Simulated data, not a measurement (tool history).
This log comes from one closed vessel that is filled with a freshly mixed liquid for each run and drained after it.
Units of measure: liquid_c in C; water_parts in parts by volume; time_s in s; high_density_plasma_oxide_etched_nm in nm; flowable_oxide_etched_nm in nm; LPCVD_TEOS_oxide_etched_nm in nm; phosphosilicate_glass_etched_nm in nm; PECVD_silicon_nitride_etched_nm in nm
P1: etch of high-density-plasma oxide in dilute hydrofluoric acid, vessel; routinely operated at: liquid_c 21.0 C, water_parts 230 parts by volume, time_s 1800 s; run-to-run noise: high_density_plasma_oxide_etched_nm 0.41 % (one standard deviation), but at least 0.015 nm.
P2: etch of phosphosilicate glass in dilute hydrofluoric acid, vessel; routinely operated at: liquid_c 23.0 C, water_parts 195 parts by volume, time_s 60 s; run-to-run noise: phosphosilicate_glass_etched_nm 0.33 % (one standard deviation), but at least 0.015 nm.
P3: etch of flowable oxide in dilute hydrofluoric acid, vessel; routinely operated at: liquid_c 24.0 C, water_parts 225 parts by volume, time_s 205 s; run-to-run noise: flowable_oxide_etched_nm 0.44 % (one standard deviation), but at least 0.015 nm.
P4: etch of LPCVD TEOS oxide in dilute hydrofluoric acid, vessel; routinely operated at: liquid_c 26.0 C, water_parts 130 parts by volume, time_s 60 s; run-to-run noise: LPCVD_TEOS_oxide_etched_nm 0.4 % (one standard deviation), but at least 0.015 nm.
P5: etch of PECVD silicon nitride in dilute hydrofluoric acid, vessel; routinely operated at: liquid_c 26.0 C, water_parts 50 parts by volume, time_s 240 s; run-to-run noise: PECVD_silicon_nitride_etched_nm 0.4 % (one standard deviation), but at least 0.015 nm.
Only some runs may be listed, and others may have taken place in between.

run,hour,process,liquid_c,water_parts,time_s,high_density_plasma_oxide_etched_nm,flowable_oxide_etched_nm,LPCVD_TEOS_oxide_etched_nm,phosphosilicate_glass_etched_nm,PECVD_silicon_nitride_etched_nm
1,10.6,P1,21.0,230,1800,30.406,,,,
2,18.6,P1,21.0,230,1800,30.516,,,,
3,29.5,P1,21.0,230,1800,30.369,,,,
4,36.5,P3,24.0,225,205,,24.6300,,,
5,45.7,P4,26.0,130,60,,,13.4510,,
6,52.8,P2,17.5,195,60,,,,34.546,
7,59.0,P1,21.0,390,1800,15.431,,,,
8,66.9,P1,27.5,380,1800,19.839,,,,
9,75.4,P1,21.0,230,275,4.655,,,,
10,81.1,P3,28.0,225,205,,28.1530,,,
11,90.6,P2,23.0,195,30,,,,21.306,
12,102.0,P3,24.0,325,205,,15.4420,,,
13,110.4,P4,26.0,130,30,,,6.7553,,
14,119.1,P1,28.0,230,1800,38.781,,,,
15,124.6,P1,17.0,230,1800,26.009,,,,
16,130.0,P4,26.0,130,60,,,13.4300,,
17,137.0,P2,23.0,90,60,,,,104.330,
# hour 143.4: thermometer replaced
18,144.2,P1,21.0,230,1800,30.393,,,,
19,153.7,P1,25.5,230,3410,68.040,,,,
20,161.4,P2,23.0,195,60,,,,42.472,
21,167.3,P5,26.0,20,240,,,,,55.299
22,176.4,P5,26.0,50,125,,,,,11.838
23,185.2,P4,22.0,130,60,,,11.5520,,
24,194.8,P1,21.0,55,1800,152.740,,,,
25,205.0,P4,26.0,185,60,,,8.8863,,
# hour 208.1: hydrofluoric acid flow meter replaced
26,212.9,P1,21.0,230,2925,49.289,,,,
27,219.0,P5,31.5,50,240,,,,,32.801
28,227.4,P5,26.0,50,240,,,,,22.633
29,237.0,P3,24.0,225,75,,8.9162,,,
30,248.1,P1,21.0,230,1800,30.377,,,,
31,254.3,P1,21.0,230,1800,30.926,,,,
32,260.1,P1,21.0,230,1800,31.831,,,,
33,266.2,P1,21.0,230,1800,32.066,,,,
34,276.2,P1,21.0,230,1800,31.968,,,,
35,284.8,P1,21.0,230,1800,32.298,,,,
36,295.4,P1,21.0,230,1800,32.390,,,,

The log shows P1 creeping away from where it was. Any of the 2 causes listed here, at the size stated for it, fits the log just as well as the others:
A: hydrofluoric acid flow above the setpoint (%) = 5.33
B: liquid hotter than its thermometer reads (K) = 1.71
At approximately hour 248.1, the process output began to creep.

Of the 4 check runs listed below, each run on one wafer and each result written as a question mark, which would let you distinguish the listed causes because they would give clearly different results?
check 1,306.0,P4,26.0,130,60,,,?,,
check 2,306.0,P3,24.0,225,205,,?,,,
check 3,306.0,P5,26.0,50,240,,,,,?
check 4,306.0,P2,23.0,195,60,,,,?,

What each check would give under each cause:
check,result,if A,if B
check 1,LPCVD_TEOS_oxide_etched_nm,14.3050,14.3680
check 2,flowable_oxide_etched_nm,26.2360,26.1740
check 3,PECVD_silicon_nitride_etched_nm,24.035,25.570
check 4,phosphosilicate_glass_etched_nm,45.371,45.420
Minimum pairwise separation of causes per check, each pair taken at its best-separating result: check 1 0.44 %; check 2 0.24 %; check 3 6.19 %; check 4 0.11 %
The other checks would show nearly matching results whichever cause is true, so check 3 is the only one that separates the causes.

After running check 3, the following was obtained: PECVD_silicon_nitride_etched_nm 24.109 nm. Which cause does this point to?

It was cause A: hydrofluoric acid flow above the setpoint (%).
